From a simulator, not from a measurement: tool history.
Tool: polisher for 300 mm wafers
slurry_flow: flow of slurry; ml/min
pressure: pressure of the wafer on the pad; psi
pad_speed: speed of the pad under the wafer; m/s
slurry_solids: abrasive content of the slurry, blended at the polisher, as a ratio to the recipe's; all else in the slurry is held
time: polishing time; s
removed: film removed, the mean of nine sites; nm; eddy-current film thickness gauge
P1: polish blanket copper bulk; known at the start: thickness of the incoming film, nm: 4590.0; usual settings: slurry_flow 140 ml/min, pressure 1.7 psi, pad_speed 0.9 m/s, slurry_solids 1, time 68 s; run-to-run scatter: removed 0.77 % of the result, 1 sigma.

Run 1, hour 7: slurry_flow 140 ml/min, pressure 1.7 psi, pad_speed 0.9 m/s, slurry_solids 1, time 68 s. Result: removed 298.86 nm.
Run 2, hour 15.5: slurry_flow 140 ml/min, pressure 1.7 psi, pad_speed 0.9 m/s, slurry_solids 1.45, time 68 s. Result: removed 317.89 nm.
Run 3, hour 25.2: slurry_flow 140 ml/min, pressure 1.7 psi, pad_speed 0.9 m/s, slurry_solids 1, time 68 s. Result: removed 298.94 nm.
Run 4, hour 35.2: slurry_flow 140 ml/min, pressure 1.7 psi, pad_speed 0.6 m/s, slurry_solids 1, time 68 s. Result: removed 197.57 nm.
Run 5, hour 42.1: slurry_flow 85 ml/min, pressure 1.7 psi, pad_speed 0.9 m/s, slurry_solids 1, time 68 s. Result: removed 264.71 nm.
Run 6, hour 52.5: slurry_flow 140 ml/min, pressure 1.7 psi, pad_speed 0.9 m/s, slurry_solids 1, time 68 s. Result: removed 291.49 nm.
Run 7, hour 61.5: slurry_flow 140 ml/min, pressure 1.7 psi, pad_speed 0.9 m/s, slurry_solids 1, time 35 s. Result: removed 151.8 nm.
Run 8, hour 67.8: slurry_flow 140 ml/min, pressure 1.7 psi, pad_speed 0.9 m/s, slurry_solids 1, time 68 s. Result: removed 295.38 nm.
Run 9, hour 76: slurry_flow 140 ml/min, pressure 1.7 psi, pad_speed 0.9 m/s, slurry_solids 1, time 68 s. Result: removed 295.81 nm.
Run 10, hour 80.9: slurry_flow 140 ml/min, pressure 1.7 psi, pad_speed 0.9 m/s, slurry_solids 0.75, time 68 s. Result: removed 281.05 nm.
Run 11, hour 87.2: slurry_flow 140 ml/min, pressure 1.7 psi, pad_speed 0.9 m/s, slurry_solids 1, time 68 s. Result: removed 298.7 nm.
Run 12, hour 93.7: slurry_flow 140 ml/min, pressure 1.7 psi, pad_speed 0.9 m/s, slurry_solids 1, time 89 s. Result: removed 386.27 nm.
Run 13, hour 100: slurry_flow 140 ml/min, pressure 2.5 psi, pad_speed 0.9 m/s, slurry_solids 1, time 68 s. Result: removed 436.71 nm.
Run 14, hour 108.9: slurry_flow 215 ml/min, pressure 1.7 psi, pad_speed 0.9 m/s, slurry_solids 1, time 68 s. Result: removed 315.6 nm.
Run 15, hour 115.1: slurry_flow 200 ml/min, pressure 1.7 psi, pad_speed 0.9 m/s, slurry_solids 1.4, time 68 s. Result: removed 341.3 nm.
Run 16, hour 123: slurry_flow 140 ml/min, pressure 1.7 psi, pad_speed 0.9 m/s, slurry_solids 1, time 68 s. Result: removed 302.01 nm.
Run 17, hour 133.7: slurry_flow 140 ml/min, pressure 1.1 psi, pad_speed 0.9 m/s, slurry_solids 1, time 68 s. Result: removed 192.38 nm.
Run 18, hour 140: slurry_flow 140 ml/min, pressure 2.4 psi, pad_speed 0.9 m/s, slurry_solids 1.45, time 68 s. Result: removed 458.58 nm.
Run 19, hour 149.5: slurry_flow 140 ml/min, pressure 1.7 psi, pad_speed 1.4 m/s, slurry_solids 1, time 68 s. Result: removed 462.82 nm.
Run 20, hour 154.9: slurry_flow 140 ml/min, pressure 1.7 psi, pad_speed 0.9 m/s, slurry_solids 1, time 68 s. Result: removed 294.6 nm.
Run 21, hour 160.7: slurry_flow 140 ml/min, pressure 1.7 psi, pad_speed 0.9 m/s, slurry_solids 1, time 68 s. Result: removed 284.21 nm.
Run 22, hour 168.8: slurry_flow 140 ml/min, pressure 1.7 psi, pad_speed 0.9 m/s, slurry_solids 1, time 68 s. Result: removed 276.08 nm.
Run 23, hour 174: slurry_flow 140 ml/min, pressure 1.7 psi, pad_speed 0.9 m/s, slurry_solids 1, time 68 s. Result: removed 272.48 nm.
At hour 178.7: worn pad replaced by a new one.
Run 24, hour 179: slurry_flow 140 ml/min, pressure 1.7 psi, pad_speed 0.9 m/s, slurry_solids 1, time 68 s. Result: removed 266.29 nm.
At hour 181.8: slurry blender recalibrated.
Run 25, hour 184.1: slurry_flow 140 ml/min, pressure 1.7 psi, pad_speed 0.9 m/s, slurry_solids 1, time 68 s. Result: removed 263.48 nm.
Run 26, hour 190.4: slurry_flow 140 ml/min, pressure 1.7 psi, pad_speed 0.9 m/s, slurry_solids 1, time 68 s. Result: removed 262.79 nm.
Run 27, hour 198.6: slurry_flow 140 ml/min, pressure 1.7 psi, pad_speed 0.9 m/s, slurry_solids 1, time 68 s. Result: removed 260.35 nm.

What P1 gives has crept away from where it was. These 2 causes fit the log equally well, each at the size given:
A: slurry flow missing at the pad, % = 39.5
B: head's pressure below its setpoint, % = 11.1
The creep began at about hour 154.9.
Why every other cause is out:
removal rate lost through wear of the pad, %: serviced at hour 178.7, which brought nothing back
abrasive missing from the slurry, %: serviced at hour 181.8, which brought nothing back

4 check runs are offered, each on 2 wafers whose results are averaged, their results left as question marks. Which one tells the causes apart?
Run check 1, hour 206.8: slurry_flow 95 ml/min, pressure 1.7 psi, pad_speed 0.9 m/s, slurry_solids 1, time 68 s. Result: removed ?.
Run check 2, hour 206.8: slurry_flow 140 ml/min, pressure 1.7 psi, pad_speed 1.28 m/s, slurry_solids 1, time 68 s. Result: removed ?.
Run check 3, hour 206.8: slurry_flow 140 ml/min, pressure 1.7 psi, pad_speed 1.32 m/s, slurry_solids 1, time 68 s. Result: removed ?.
Run check 4, hour 206.8: slurry_flow 140 ml/min, pressure 1.7 psi, pad_speed 0.9 m/s, slurry_solids 1.35, time 84 s. Result: removed ?.

What each check would give under each cause:
  check   result    if A    if B
check 1  removed  230.53  241.58
check 2  removed  374.43  374.43
check 3  removed  386.13  386.13
check 4  removed  347.21  347.21
How far apart the two closest causes lie, in the result that separates them most: check 1 4.68 %; check 2 0 %; check 3 0 %; check 4 0 %
Only check 1 tells the causes apart: in the others they would give nearly the same result.

Check 1 was then run and gave: removed 230.69 nm. Which cause is it?

It is A: slurry flow missing at the pad, %.
